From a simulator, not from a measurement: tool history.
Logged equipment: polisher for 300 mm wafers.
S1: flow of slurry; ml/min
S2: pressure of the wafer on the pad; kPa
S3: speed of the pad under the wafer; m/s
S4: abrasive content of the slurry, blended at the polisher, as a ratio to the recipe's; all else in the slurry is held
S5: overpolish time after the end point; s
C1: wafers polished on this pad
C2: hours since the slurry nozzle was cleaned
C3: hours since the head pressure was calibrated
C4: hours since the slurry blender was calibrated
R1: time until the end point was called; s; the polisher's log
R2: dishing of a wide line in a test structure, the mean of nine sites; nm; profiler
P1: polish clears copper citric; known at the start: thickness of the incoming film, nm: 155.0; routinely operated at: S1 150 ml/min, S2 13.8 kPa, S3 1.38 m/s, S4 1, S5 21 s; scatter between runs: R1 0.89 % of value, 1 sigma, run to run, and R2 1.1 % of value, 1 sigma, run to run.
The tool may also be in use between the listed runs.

Run 1, hour 8.8: S1 150 ml/min, S2 13.8 kPa, S3 1.38 m/s, S4 1, S5 21 s; C1 1146; C2 248.3; C3 153.8; C4 119.1. Result: R1 77.338 s, R2 28.344 nm.
Run 2, hour 14.8: S1 150 ml/min, S2 13.8 kPa, S3 1.38 m/s, S4 0.7, S5 21 s; C1 1213; C2 254.3; C3 159.8; C4 125.1. Result: R1 84.686 s, R2 26.421 nm.
Run 3, hour 23.1: S1 150 ml/min, S2 13.8 kPa, S3 0.82 m/s, S4 1, S5 21 s; C1 1305; C2 262.6; C3 168.1; C4 133.4. Result: R1 129.75 s, R2 18.004 nm.
Run 4, hour 28.6: S1 150 ml/min, S2 13.8 kPa, S3 1.38 m/s, S4 1.25, S5 21 s; C1 1366; C2 268.1; C3 173.6; C4 138.9. Result: R1 75.301 s, R2 29.268 nm.
Run 5, hour 37.4: S1 230 ml/min, S2 13.8 kPa, S3 1.38 m/s, S4 1, S5 21 s; C1 1463; C2 276.9; C3 182.4; C4 147.7. Result: R1 73.832 s, R2 30.059 nm.
Run 6, hour 42: S1 150 ml/min, S2 13.8 kPa, S3 1.38 m/s, S4 1, S5 39 s; C1 1514; C2 281.5; C3 187; C4 152.3. Result: R1 77.925 s, R2 45.782 nm.
Run 7, hour 46.3: S1 90 ml/min, S2 13.8 kPa, S3 1.38 m/s, S4 0.8, S5 21 s; C1 1562; C2 285.8; C3 191.3; C4 156.6. Result: R1 90.441 s, R2 24.576 nm.
Run 8, hour 51.4: S1 150 ml/min, S2 6.2 kPa, S3 1.38 m/s, S4 1, S5 21 s; C1 1618; C2 290.9; C3 196.4; C4 161.7. Result: R1 165.17 s, R2 13.767 nm.
Run 9, hour 58.9: S1 150 ml/min, S2 13.8 kPa, S3 1.38 m/s, S4 1, S5 21 s; C1 1702; C2 298.4; C3 203.9; C4 169.2. Result: R1 77.911 s, R2 28.4 nm.
Run 10, hour 62.9: S1 150 ml/min, S2 13.8 kPa, S3 1.38 m/s, S4 1, S5 21 s; C1 1746; C2 302.4; C3 207.9; C4 173.2. Result: R1 78.226 s, R2 28.117 nm.
Run 11, hour 70.6: S1 150 ml/min, S2 13.8 kPa, S3 1.38 m/s, S4 1, S5 21 s; C1 1831; C2 310.1; C3 215.6; C4 180.9. Result: R1 78.314 s, R2 28.094 nm.
Run 12, hour 77.5: S1 150 ml/min, S2 13.8 kPa, S3 1.38 m/s, S4 1, S5 6 s; C1 1908; C2 317; C3 222.5; C4 187.8. Result: R1 78.656 s, R2 8.9555 nm.
Run 13, hour 86.3: S1 150 ml/min, S2 13.8 kPa, S3 1.38 m/s, S4 1, S5 21 s; C1 2005; C2 325.8; C3 231.3; C4 196.6. Result: R1 78.158 s, R2 28.163 nm.
Run 14, hour 95: S1 150 ml/min, S2 13.8 kPa, S3 1.92 m/s, S4 1, S5 21 s; C1 2102; C2 334.5; C3 240; C4 205.3. Result: R1 56.754 s, R2 36.998 nm.
Run 15, hour 101.1: S1 150 ml/min, S2 17.2 kPa, S3 1.38 m/s, S4 1, S5 34 s; C1 2169; C2 340.6; C3 246.1; C4 211.4. Result: R1 63.289 s, R2 50.486 nm.
Run 16, hour 107.8: S1 150 ml/min, S2 13.8 kPa, S3 1.38 m/s, S4 1, S5 21 s; C1 2244; C2 347.3; C3 252.8; C4 218.1. Result: R1 78.323 s, R2 28.503 nm.
Run 17, hour 114: S1 150 ml/min, S2 17.2 kPa, S3 1.38 m/s, S4 1, S5 21 s; C1 2312; C2 353.5; C3 259; C4 224.3. Result: R1 62.761 s, R2 34.572 nm.
Run 18, hour 120.1: S1 90 ml/min, S2 13.8 kPa, S3 1.38 m/s, S4 1, S5 21 s; C1 2380; C2 359.6; C3 265.1; C4 230.4. Result: R1 87.647 s, R2 25.84 nm.
Run 19, hour 125.8: S1 150 ml/min, S2 13.8 kPa, S3 1.38 m/s, S4 1, S5 21 s; C1 2443; C2 365.3; C3 270.8; C4 236.1. Result: R1 78.064 s, R2 28.404 nm.
Run 20, hour 131.4: S1 150 ml/min, S2 13.8 kPa, S3 1.38 m/s, S4 1, S5 21 s; C1 2505; C2 370.9; C3 276.4; C4 241.7. Result: R1 78.996 s, R2 27.639 nm.
Run 21, hour 139.9: S1 150 ml/min, S2 13.8 kPa, S3 1.38 m/s, S4 1, S5 21 s; C1 2599; C2 379.4; C3 284.9; C4 250.2. Result: R1 80.586 s, R2 26.935 nm.
Run 22, hour 148.3: S1 150 ml/min, S2 13.8 kPa, S3 1.38 m/s, S4 1, S5 21 s; C1 2692; C2 387.8; C3 293.3; C4 258.6. Result: R1 82.055 s, R2 27.216 nm.

What does the tool deliver on the next run?
Run 23, hour 155.9: S1 150 ml/min, S2 13.8 kPa, S3 1.38 m/s, S4 1, S5 21 s; C1 2777; C2 395.4; C3 300.9; C4 266.2. Result: R1 ?, R2 ?.

R1: 81.815 s
R2: 27.133 nm

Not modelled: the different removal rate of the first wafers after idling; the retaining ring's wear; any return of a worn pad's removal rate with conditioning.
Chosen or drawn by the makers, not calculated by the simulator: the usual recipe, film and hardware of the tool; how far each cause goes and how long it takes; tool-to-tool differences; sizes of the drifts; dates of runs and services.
